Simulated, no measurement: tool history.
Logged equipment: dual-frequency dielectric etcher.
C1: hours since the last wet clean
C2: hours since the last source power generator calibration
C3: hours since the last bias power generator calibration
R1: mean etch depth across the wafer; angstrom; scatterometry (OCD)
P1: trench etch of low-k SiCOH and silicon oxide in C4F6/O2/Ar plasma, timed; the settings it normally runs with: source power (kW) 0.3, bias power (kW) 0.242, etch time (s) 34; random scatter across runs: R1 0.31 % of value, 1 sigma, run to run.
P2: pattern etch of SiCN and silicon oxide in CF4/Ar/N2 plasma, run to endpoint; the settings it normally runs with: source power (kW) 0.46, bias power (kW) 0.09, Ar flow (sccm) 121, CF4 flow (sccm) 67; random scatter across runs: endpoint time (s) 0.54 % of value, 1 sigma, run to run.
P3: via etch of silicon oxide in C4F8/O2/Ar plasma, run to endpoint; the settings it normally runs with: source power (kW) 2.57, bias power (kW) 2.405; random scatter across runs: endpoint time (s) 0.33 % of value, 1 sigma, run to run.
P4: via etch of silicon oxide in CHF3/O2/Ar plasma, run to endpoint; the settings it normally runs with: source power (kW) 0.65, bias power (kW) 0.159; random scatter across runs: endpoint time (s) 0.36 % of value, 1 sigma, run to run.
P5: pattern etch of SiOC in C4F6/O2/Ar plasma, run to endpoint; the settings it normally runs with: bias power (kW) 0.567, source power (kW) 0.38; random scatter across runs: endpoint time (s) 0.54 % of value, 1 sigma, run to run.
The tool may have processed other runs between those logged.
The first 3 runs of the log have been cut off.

run 4 hour=39 | process_that_ran=P5 source_power_(kW)=0.26 bias_power_(kW)=0.567 | C1=132.3 C2=1206.1 C3=920.3 | endpoint_time_(s)=9.7832
run 5 hour=47.1 | process_that_ran=P5 source_power_(kW)=0.38 bias_power_(kW)=0.567 | C1=140.4 C2=1214.2 C3=928.4 | endpoint_time_(s)=8.5722
run 6 hour=61.1 | process_that_ran=P1 source_power_(kW)=0.41 bias_power_(kW)=0.203 etch_time_(s)=34 | C1=154.4 C2=1228.2 C3=942.4 | R1=1111.1
run 7 hour=71.6 | process_that_ran=P4 source_power_(kW)=0.65 bias_power_(kW)=0.159 | C1=164.9 C2=1238.7 C3=952.9 | endpoint_time_(s)=207.3
run 8 hour=82.4 | process_that_ran=P1 source_power_(kW)=0.3 bias_power_(kW)=0.242 etch_time_(s)=34 | C1=175.7 C2=1249.5 C3=963.7 | R1=1036.7
run 9 hour=95.7 | process_that_ran=P1 source_power_(kW)=0.3 bias_power_(kW)=0.242 etch_time_(s)=34 | C1=189 C2=1262.8 C3=977 | R1=1047.9
run 10 hour=110.2 | process_that_ran=P1 source_power_(kW)=0.3 bias_power_(kW)=0.242 etch_time_(s)=34 | C1=203.5 C2=1277.3 C3=991.5 | R1=1047.6
run 11 hour=124.1 | process_that_ran=P1 source_power_(kW)=0.3 bias_power_(kW)=0.242 etch_time_(s)=25.5 | C1=217.4 C2=1291.2 C3=1005.4 | R1=782.98
run 12 hour=137.5 | process_that_ran=P2 source_power_(kW)=0.46 bias_power_(kW)=0.056 Ar_flow_(sccm)=121 CF4_flow_(sccm)=67 | C1=230.8 C2=1304.6 C3=1018.8 | endpoint_time_(s)=13.722
run 13 hour=151.2 | process_that_ran=P2 source_power_(kW)=0.46 bias_power_(kW)=0.09 Ar_flow_(sccm)=158 CF4_flow_(sccm)=67 | C1=244.5 C2=1318.3 C3=1032.5 | endpoint_time_(s)=11.895
run 14 hour=158 | process_that_ran=P1 source_power_(kW)=0.3 bias_power_(kW)=0.242 etch_time_(s)=48 | C1=251.3 C2=1325.1 C3=1039.3 | R1=1478.2
run 15 hour=169.7 | process_that_ran=P1 source_power_(kW)=0.3 bias_power_(kW)=0.285 etch_time_(s)=34 | C1=263 C2=1336.8 C3=1051 | R1=1102.4
run 16 hour=181.3 | process_that_ran=P5 source_power_(kW)=0.38 bias_power_(kW)=0.567 | C1=274.6 C2=1348.4 C3=1062.6 | endpoint_time_(s)=8.5492
run 17 hour=192.5 | process_that_ran=P1 source_power_(kW)=0.3 bias_power_(kW)=0.242 etch_time_(s)=34 | C1=285.8 C2=1359.6 C3=1073.8 | R1=1045.7
run 18 hour=204 | process_that_ran=P1 source_power_(kW)=0.3 bias_power_(kW)=0.242 etch_time_(s)=34 | C1=297.3 C2=1371.1 C3=1085.3 | R1=1046.6
run 19 hour=216.5 | process_that_ran=P1 source_power_(kW)=0.3 bias_power_(kW)=0.242 etch_time_(s)=34 | C1=309.8 C2=1383.6 C3=1097.8 | R1=1043.5
run 20 hour=224.1 | process_that_ran=P3 source_power_(kW)=2.57 bias_power_(kW)=2.405 | C1=317.4 C2=1391.2 C3=1105.4 | endpoint_time_(s)=368.1
run 21 hour=231.8 | process_that_ran=P4 source_power_(kW)=0.77 bias_power_(kW)=0.159 | C1=325.1 C2=1398.9 C3=1113.1 | endpoint_time_(s)=193.08
run 22 hour=244.6 | process_that_ran=P3 source_power_(kW)=2.57 bias_power_(kW)=2.405 | C1=337.9 C2=1411.7 C3=1125.9 | endpoint_time_(s)=370.81
run 23 hour=253 | process_that_ran=P4 source_power_(kW)=0.65 bias_power_(kW)=0.159 | C1=346.3 C2=1420.1 C3=1134.3 | endpoint_time_(s)=207.36
run 24 hour=261.5 | process_that_ran=P2 source_power_(kW)=0.46 bias_power_(kW)=0.09 Ar_flow_(sccm)=121 CF4_flow_(sccm)=39 | C1=354.8 C2=1428.6 C3=1142.8 | endpoint_time_(s)=12.48

Run 25 has not been measured yet. What should we expect?
run 25 hour=273.2 | process_that_ran=P3 source_power_(kW)=3.57 bias_power_(kW)=2.405 | C1=366.5 C2=1440.3 C3=1154.5 | endpoint_time_(s)=?

Run 25 measured endpoint time (s) 323.83.

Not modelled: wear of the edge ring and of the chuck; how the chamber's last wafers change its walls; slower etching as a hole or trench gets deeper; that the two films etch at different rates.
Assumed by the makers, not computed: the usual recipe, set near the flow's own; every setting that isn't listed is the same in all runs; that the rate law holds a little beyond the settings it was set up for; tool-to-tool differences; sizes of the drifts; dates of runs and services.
